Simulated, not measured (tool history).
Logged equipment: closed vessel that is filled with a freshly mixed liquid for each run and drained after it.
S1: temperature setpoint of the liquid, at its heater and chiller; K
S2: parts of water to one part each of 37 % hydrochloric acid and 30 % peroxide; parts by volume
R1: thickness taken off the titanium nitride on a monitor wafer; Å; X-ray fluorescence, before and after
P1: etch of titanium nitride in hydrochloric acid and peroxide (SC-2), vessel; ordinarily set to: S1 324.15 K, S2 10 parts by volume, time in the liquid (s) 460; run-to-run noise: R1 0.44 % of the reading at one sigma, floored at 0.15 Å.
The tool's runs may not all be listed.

Run 1, hour 11: S1 324.15 K, S2 10 parts by volume, time in the liquid (s) 460. Result: R1 166.07 Å.
Run 2, hour 22.4: S1 337.65 K, S2 10 parts by volume, time in the liquid (s) 460. Result: R1 396.12 Å.
Run 3, hour 40.5: S1 338.15 K, S2 10 parts by volume, time in the liquid (s) 150. Result: R1 132.45 Å.
Run 4, hour 52.9: S1 309.65 K, S2 10 parts by volume, time in the liquid (s) 460. Result: R1 60.439 Å.
Run 5, hour 70.9: S1 324.15 K, S2 10 parts by volume, time in the liquid (s) 910. Result: R1 328.24 Å.
Run 6, hour 84.6: S1 324.15 K, S2 10 parts by volume, time in the liquid (s) 460. Result: R1 165.83 Å.
Run 7, hour 97.1: S1 324.15 K, S2 10 parts by volume, time in the liquid (s) 65. Result: R1 23.3 Å.
Run 8, hour 110.2: S1 324.15 K, S2 18 parts by volume, time in the liquid (s) 460. Result: R1 99.813 Å.
Run 9, hour 123.2: S1 324.15 K, S2 10 parts by volume, time in the liquid (s) 460. Result: R1 166.47 Å.
Run 10, hour 134: S1 324.15 K, S2 4 parts by volume, time in the liquid (s) 460. Result: R1 331.77 Å.
Run 11, hour 145.3: S1 324.15 K, S2 10 parts by volume, time in the liquid (s) 460. Result: R1 165.71 Å.
Run 12, hour 154.1: S1 324.15 K, S2 10 parts by volume, time in the liquid (s) 460. Result: R1 166.66 Å.

What will run 13 give?
Run 13, hour 164.3: S1 324.15 K, S2 10 parts by volume, time in the liquid (s) 460. Result: R1 ?.

R1: 160.96 Å
